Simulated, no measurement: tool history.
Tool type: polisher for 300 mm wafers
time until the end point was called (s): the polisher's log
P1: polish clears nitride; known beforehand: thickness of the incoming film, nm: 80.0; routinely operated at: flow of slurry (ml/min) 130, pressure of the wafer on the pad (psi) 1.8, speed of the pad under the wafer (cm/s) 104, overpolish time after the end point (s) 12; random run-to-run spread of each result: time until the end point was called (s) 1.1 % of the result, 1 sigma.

run	hour	flow of slurry (ml/min)	pressure of the wafer on the pad (psi)	speed of the pad under the wafer (cm/s)	overpolish time after the end point (s)	time until the end point was called (s)
1	15.5	130	1.8	104	12	133.350
2	32.3	130	1.8	104	12	134.950
3	41.8	130	1.8	48	12	294.290
4	51.0	130	1.8	104	12	137.190
5	59.5	130	1.8	104	12	137.280
6	71.7	130	1.8	104	12	137.730
7	83.5	130	1.8	104	6	136.300
8	99.9	85	1.8	104	4	149.020
9	117.3	80	1.8	104	12	151.930
10	126.0	130	2.7	104	12	91.320
11	138.4	175	1.8	104	12	130.080
12	152.3	130	1.0	104	12	243.150
13	168.3	130	1.8	164	12	84.907
14	181.0	130	1.8	104	12	138.680
15	196.3	130	1.8	104	22	136.370
16	205.0	130	1.8	104	12	133.410
17	217.9	130	1.8	104	12	138.900
18	232.5	130	1.8	104	12	143.880
19	248.6	130	1.8	104	12	144.410
20	261.5	130	1.8	104	12	148.880
21	271.5	130	1.8	104	12	152.150
# hour 283.8: head pressure recalibrated
22	285.3	130	1.8	104	12	148.350
23	298.7	130	1.8	104	12	148.980
24	306.5	130	1.8	104	12	148.410
25	318.3	130	1.8	104	12	153.000

Something has made what P1 gives creep away from where it was; the 2 causes below, each at its own stated size, fit the log equally well:
A: slurry flow missing at the pad, % = 35.2
B: removal rate lost through wear of the pad, % = 9.93
The onset of the drift is placed at about hour 205.0.
Why every other cause is out:
head's pressure below its setpoint, %: maintenance at hour 283.8, after the shift began, did not return the process to its former output

Each of the check runs listed below is run on 3 wafers and reports their average, with the results left as question marks. Pick the one under which the possible causes would lead to clearly different results.
check 1	330.1	130	1.0	104	6	?
check 2	330.1	80	2.4	104	12	?
check 3	330.1	130	1.2	104	12	?
check 4	330.1	130	1.8	80	12	?

How each check would come out, cause by cause:
check	result	if A	if B
check 1	time until the end point was called (s)	271.600	271.650
check 2	time until the end point was called (s)	134.580	127.580
check 3	time until the end point was called (s)	226.330	226.370
check 4	time until the end point was called (s)	196.160	196.190
How far apart the two closest causes lie, in the result that separates them most: check 1 0.02 %; check 2 5.34 %; check 3 0.02 %; check 4 0.02 %
Check 2 distinguishes between the causes, while the remaining checks would return nearly the same result for all of them.

Then check 2 was run and gave: time until the end point was called (s) 132.670. Which cause is it?

The correct cause is A, namely: slurry flow missing at the pad, %.

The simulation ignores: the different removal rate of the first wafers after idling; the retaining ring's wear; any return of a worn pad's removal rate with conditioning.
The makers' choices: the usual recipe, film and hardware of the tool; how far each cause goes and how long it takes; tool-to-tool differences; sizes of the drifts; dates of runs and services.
